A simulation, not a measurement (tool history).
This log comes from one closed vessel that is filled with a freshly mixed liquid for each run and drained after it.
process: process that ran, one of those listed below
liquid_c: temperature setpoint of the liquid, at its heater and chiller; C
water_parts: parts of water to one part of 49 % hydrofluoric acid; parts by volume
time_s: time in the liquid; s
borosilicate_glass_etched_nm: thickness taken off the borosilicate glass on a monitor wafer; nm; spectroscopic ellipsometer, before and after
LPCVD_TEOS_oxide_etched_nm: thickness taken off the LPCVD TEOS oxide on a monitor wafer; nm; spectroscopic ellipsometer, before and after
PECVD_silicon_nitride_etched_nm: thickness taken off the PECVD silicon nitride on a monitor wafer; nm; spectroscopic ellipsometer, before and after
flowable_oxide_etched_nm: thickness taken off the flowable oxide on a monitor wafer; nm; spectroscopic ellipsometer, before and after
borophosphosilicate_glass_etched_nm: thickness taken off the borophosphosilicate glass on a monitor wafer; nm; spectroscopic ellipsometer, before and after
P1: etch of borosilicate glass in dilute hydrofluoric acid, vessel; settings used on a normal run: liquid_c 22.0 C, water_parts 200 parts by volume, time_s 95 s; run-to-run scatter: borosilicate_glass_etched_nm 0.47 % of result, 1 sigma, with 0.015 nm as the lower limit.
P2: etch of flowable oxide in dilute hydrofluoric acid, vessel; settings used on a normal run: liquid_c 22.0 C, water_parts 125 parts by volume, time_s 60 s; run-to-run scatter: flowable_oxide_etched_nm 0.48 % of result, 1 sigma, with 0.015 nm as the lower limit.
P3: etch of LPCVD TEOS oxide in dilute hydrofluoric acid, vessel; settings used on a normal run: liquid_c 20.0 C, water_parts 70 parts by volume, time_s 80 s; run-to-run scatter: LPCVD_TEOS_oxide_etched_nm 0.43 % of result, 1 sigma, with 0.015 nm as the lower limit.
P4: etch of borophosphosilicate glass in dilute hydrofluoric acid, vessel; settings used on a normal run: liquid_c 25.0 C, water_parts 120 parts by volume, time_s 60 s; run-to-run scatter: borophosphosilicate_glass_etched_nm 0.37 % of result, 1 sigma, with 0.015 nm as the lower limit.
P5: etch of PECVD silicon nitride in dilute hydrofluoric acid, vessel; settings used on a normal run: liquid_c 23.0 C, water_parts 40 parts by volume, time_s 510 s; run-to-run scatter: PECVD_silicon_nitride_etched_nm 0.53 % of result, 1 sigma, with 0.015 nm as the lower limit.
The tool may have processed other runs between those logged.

run   hour  process  liquid_c  water_parts  time_s  borosilicate_glass_etched_nm  LPCVD_TEOS_oxide_etched_nm  PECVD_silicon_nitride_etched_nm  flowable_oxide_etched_nm  borophosphosilicate_glass_etched_nm
  1    7.0       P1      22.0          200      95                       11.4170
  2   14.5       P3      27.5           70      80                                                    73.770
  3   20.0       P1      22.0          200      50                        6.0202
  4   25.9       P3      20.0           70      80                                                    54.834
  5   29.4       P5      23.0           40     510                                                                                     29.653
  6   34.9       P2      22.0          125      95                                                                                                              17.4570
  7   39.6       P1      22.0          200      95                       11.3780
  8   43.7       P1      17.0          200      95                        9.2917
  9   51.0       P1      22.0          310      95                        6.5599
 10   56.1       P1      22.0          270     130                       10.7510
 11   62.7       P5      23.0           20     510                                                                                     58.071
 12   69.9       P3      20.0           20      80                                                   204.020
 13   74.2       P4      25.0          120      60                                                                                                                                                    44.194
 14   80.7       P5      29.5           40     510                                                                                     45.209
 15   85.7       P1      29.5          200      50                        7.8271
 16   93.1       P3      20.0           70     135                                                    92.319
 17   98.4       P1      22.0          200     170                       20.3520
 18  103.3       P4      25.0          190      60                                                                                                                                                    25.687
 19  109.4       P2      22.0          125      60                                                                                                              11.1020
 20  116.7       P1      22.0          200      95                       11.3480
 21  120.3       P1      27.5          200      95                       13.9020
     121.2  -- thermometer replaced
 22  125.9       P2      22.0          205      60                                                                                                               6.1837
 23  129.3       P1      22.0          200      95                       11.3920
 24  135.0       P4      25.0          120      95                                                                                                                                                    70.072
 25  140.8       P5      23.0           40     990                                                                                     57.823
 26  146.1       P4      33.0          120      60                                                                                                                                                    59.308
 27  151.5       P1      22.0          200      95                       11.4040
 28  155.2       P1      22.0          105      95                       24.0940
 29  161.5       P1      22.0          200      95                       11.3750
 30  168.7       P2      17.0          125      60                                                                                                               9.0071
 31  174.0       P1      22.0          200      95                       11.3350
 32  180.3       P1      22.0          200      95                       11.1640
 33  183.6       P1      22.0          200      95                       11.0680
 34  188.0       P1      22.0          200      95                       10.9840
 35  195.5       P1      22.0          200      95                       10.9520
 36  201.8       P1      22.0          200      95                       10.8410

Predict the results of run 37:
 37  207.3       P1      22.0          200      95                             ?

Run 37 yielded borosilicate_glass_etched_nm 10.7620 nm.
